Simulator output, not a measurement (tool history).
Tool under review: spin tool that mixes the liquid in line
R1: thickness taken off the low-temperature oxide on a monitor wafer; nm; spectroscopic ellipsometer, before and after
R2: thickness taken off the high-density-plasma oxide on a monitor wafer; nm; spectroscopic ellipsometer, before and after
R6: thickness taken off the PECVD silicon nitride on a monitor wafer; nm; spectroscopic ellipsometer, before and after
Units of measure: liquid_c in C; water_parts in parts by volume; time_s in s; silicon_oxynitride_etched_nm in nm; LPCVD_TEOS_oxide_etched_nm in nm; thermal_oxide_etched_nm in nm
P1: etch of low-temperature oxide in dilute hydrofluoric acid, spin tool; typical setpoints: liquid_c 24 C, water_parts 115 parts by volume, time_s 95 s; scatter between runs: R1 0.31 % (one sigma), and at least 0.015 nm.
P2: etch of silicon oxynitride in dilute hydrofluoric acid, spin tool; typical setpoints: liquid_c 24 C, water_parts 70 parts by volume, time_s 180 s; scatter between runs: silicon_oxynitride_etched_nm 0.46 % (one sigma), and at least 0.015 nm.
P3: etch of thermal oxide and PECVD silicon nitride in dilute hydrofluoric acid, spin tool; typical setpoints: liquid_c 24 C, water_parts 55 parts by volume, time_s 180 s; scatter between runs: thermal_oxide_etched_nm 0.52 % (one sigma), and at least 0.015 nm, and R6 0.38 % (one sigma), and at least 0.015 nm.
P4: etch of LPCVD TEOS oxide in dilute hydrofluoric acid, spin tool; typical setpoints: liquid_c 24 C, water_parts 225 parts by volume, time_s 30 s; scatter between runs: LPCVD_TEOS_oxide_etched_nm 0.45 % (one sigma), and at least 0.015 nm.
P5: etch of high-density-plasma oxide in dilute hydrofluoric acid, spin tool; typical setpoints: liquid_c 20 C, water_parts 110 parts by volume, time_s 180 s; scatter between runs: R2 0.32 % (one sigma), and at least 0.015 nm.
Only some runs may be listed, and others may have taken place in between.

Run 1, hour 4: process P1, liquid_c 24 C, water_parts 115 parts by volume, time_s 95 s. Result: R1 17.745 nm.
Run 2, hour 7.5: process P5, liquid_c 20 C, water_parts 55 parts by volume, time_s 180 s. Result: R2 18.249 nm.
Run 3, hour 9.9: process P1, liquid_c 24 C, water_parts 115 parts by volume, time_s 95 s. Result: R1 17.655 nm.
Run 4, hour 12.9: process P5, liquid_c 20 C, water_parts 110 parts by volume, time_s 60 s. Result: R2 2.867 nm.
Run 5, hour 15.2: process P1, liquid_c 32 C, water_parts 115 parts by volume, time_s 95 s. Result: R1 24.023 nm.
Run 6, hour 18.9: process P2, liquid_c 24 C, water_parts 70 parts by volume, time_s 15 s. Result: silicon_oxynitride_etched_nm 0.58052 nm.
Run 7, hour 21.7: process P1, liquid_c 24 C, water_parts 115 parts by volume, time_s 95 s. Result: R1 17.711 nm.
Run 8, hour 24.3: process P1, liquid_c 17.5 C, water_parts 115 parts by volume, time_s 95 s. Result: R1 13.574 nm.
Run 9, hour 26.4: process P4, liquid_c 24 C, water_parts 50 parts by volume, time_s 30 s. Result: LPCVD_TEOS_oxide_etched_nm 25.736 nm.
Run 10, hour 28.7: process P2, liquid_c 32.5 C, water_parts 70 parts by volume, time_s 180 s. Result: silicon_oxynitride_etched_nm 10.198 nm.
Run 11, hour 31.8: process P1, liquid_c 24 C, water_parts 205 parts by volume, time_s 95 s. Result: R1 8.9641 nm.
Run 12, hour 34.4: process P4, liquid_c 24 C, water_parts 225 parts by volume, time_s 15 s. Result: LPCVD_TEOS_oxide_etched_nm 2.3384 nm.
Run 13, hour 38.2: process P1, liquid_c 24 C, water_parts 115 parts by volume, time_s 50 s. Result: R1 9.3264 nm.
Run 14, hour 40.8: process P1, liquid_c 19.5 C, water_parts 115 parts by volume, time_s 170 s. Result: R1 26.374 nm.
Run 15, hour 43.4: process P1, liquid_c 24 C, water_parts 115 parts by volume, time_s 95 s. Result: R1 17.766 nm.
Run 16, hour 45.7: process P4, liquid_c 18 C, water_parts 225 parts by volume, time_s 30 s. Result: LPCVD_TEOS_oxide_etched_nm 3.7142 nm.
Run 17, hour 48.9: process P3, liquid_c 24 C, water_parts 55 parts by volume, time_s 180 s. Result: thermal_oxide_etched_nm 16.403 nm, R6 5.5545 nm.
Run 18, hour 53.6: process P1, liquid_c 24 C, water_parts 115 parts by volume, time_s 160 s. Result: R1 29.918 nm.
Run 19, hour 55.9: process P1, liquid_c 18 C, water_parts 175 parts by volume, time_s 95 s. Result: R1 8.6556 nm.
Run 20, hour 58.2: process P3, liquid_c 24 C, water_parts 30 parts by volume, time_s 180 s. Result: thermal_oxide_etched_nm 31.268 nm, R6 10.006 nm.
Run 21, hour 61.5: process P5, liquid_c 17 C, water_parts 110 parts by volume, time_s 180 s. Result: R2 7.5428 nm.

Estimate the outcome of run 22 from the log above:
Run 22, hour 65.6: process P5, liquid_c 20 C, water_parts 110 parts by volume, time_s 180 s. Result: R2 ?.

R2: 8.5367 nm

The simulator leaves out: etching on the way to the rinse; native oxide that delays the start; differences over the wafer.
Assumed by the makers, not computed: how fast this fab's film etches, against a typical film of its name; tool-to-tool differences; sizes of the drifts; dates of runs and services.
